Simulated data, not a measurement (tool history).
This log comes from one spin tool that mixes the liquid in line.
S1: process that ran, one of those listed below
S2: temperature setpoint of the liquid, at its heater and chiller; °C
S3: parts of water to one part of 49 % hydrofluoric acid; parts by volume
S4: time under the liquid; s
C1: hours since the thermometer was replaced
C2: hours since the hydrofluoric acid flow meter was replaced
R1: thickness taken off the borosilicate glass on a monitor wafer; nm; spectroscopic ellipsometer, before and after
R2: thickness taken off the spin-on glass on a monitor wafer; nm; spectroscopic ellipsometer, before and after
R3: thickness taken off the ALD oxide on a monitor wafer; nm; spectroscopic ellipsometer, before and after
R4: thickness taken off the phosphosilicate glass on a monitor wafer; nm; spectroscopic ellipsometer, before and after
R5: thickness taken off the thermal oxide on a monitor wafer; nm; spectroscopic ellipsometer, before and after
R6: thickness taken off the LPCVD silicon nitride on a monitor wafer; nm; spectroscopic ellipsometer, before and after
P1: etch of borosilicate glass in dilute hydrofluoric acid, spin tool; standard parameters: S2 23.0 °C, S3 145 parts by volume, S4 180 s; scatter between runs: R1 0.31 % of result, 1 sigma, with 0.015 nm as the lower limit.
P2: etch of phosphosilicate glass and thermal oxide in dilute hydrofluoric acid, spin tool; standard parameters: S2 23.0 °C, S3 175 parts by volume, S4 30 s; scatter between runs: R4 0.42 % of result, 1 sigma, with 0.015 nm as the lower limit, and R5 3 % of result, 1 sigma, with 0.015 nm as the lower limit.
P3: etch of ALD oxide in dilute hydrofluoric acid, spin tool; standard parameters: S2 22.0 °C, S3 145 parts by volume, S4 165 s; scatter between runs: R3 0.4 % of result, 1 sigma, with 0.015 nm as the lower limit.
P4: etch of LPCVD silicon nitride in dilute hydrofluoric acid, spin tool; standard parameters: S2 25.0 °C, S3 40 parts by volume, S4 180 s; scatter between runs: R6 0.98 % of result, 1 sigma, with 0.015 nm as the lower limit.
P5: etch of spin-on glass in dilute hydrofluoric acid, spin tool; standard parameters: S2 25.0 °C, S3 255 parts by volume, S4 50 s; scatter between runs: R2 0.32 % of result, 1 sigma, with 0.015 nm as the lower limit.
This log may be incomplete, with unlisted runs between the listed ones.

run	hour	S1	S2	S3	S4	C1	C2	R1	R2	R3	R4	R5	R6
1	4.0	P1	23.0	145	180	747.9	1657.9	23.770					
2	9.4	P5	25.0	120	50	753.3	1663.3		16.9320				
3	11.8	P1	23.0	145	180	755.7	1665.7	23.651					
4	16.0	P1	23.0	145	15	759.9	1669.9	1.963					
5	20.3	P3	22.0	145	165	764.2	1674.2			21.911			
6	23.6	P1	30.5	90	180	767.5	1677.5	54.756					
7	26.0	P2	23.0	265	30	769.9	1679.9				13.380	0.46117	
8	28.7	P1	17.0	145	180	772.6	1682.6	18.675					
9	33.1	P1	23.0	145	180	777.0	1687.0	23.760					
10	35.9	P4	25.0	40	180	779.8	1689.8						2.5695
11	38.6	P1	27.0	145	180	782.5	1692.5	27.566					
12	42.6	P2	23.0	175	55	786.5	1696.5				40.697	1.38720	
13	46.7	P1	23.0	145	340	790.6	1700.6	44.910					
14	50.4	P5	25.0	255	90	794.3	1704.3		12.3050				
15	55.5	P2	27.5	175	30	799.4	1709.4				26.289	0.90003	
16	59.4	P1	23.0	225	275	803.3	1713.3	21.484					
17	64.7	P1	23.0	210	300	808.6	1718.6	25.545					
18	69.4	P3	22.0	70	165	813.3	1723.3			49.658			
19	74.1	P2	23.0	175	30	818.0	1728.0				22.257	0.77514	
20	78.3	P4	25.0	40	365	822.2	1732.2						5.2435
21	83.6	P3	27.5	145	165	827.5	1737.5			26.908			
22	87.4	P1	23.0	95	180	831.3	1741.3	38.327					
23	90.7	P4	18.5	40	180	834.6	1744.6						1.6149
24	95.6	P1	23.0	145	180	839.5	1749.5	23.738					
25	100.2	P5	25.0	255	50	844.1	1754.1		6.8937				
26	103.0	P4	25.0	40	180	846.9	1756.9						2.5710
27	107.8	P5	18.5	255	50	851.7	1761.7		5.4447				
28	110.8	P1	23.0	145	180	854.7	1764.7	23.768					
29	115.5	P4	25.0	65	180	859.4	1769.4						1.6137
30	118.4	P1	23.0	255	180	862.3	1772.3	12.006					
31	123.2	P3	22.0	145	325	867.1	1777.1			43.224			
32	126.5	P2	23.0	175	30	870.4	1780.4				22.183	0.72609	
33	129.3	P1	23.0	145	180	873.2	1783.2	23.689					
34	133.7	P1	23.0	145	180	877.6	1787.6	23.585					
35	136.6	P1	23.0	145	180	880.5	1790.5	23.400					

Forecast run 36:
36	139.4	P1	23.0	145	180	883.3	1793.3	?					

Logged for run 36: R1 23.162 nm.

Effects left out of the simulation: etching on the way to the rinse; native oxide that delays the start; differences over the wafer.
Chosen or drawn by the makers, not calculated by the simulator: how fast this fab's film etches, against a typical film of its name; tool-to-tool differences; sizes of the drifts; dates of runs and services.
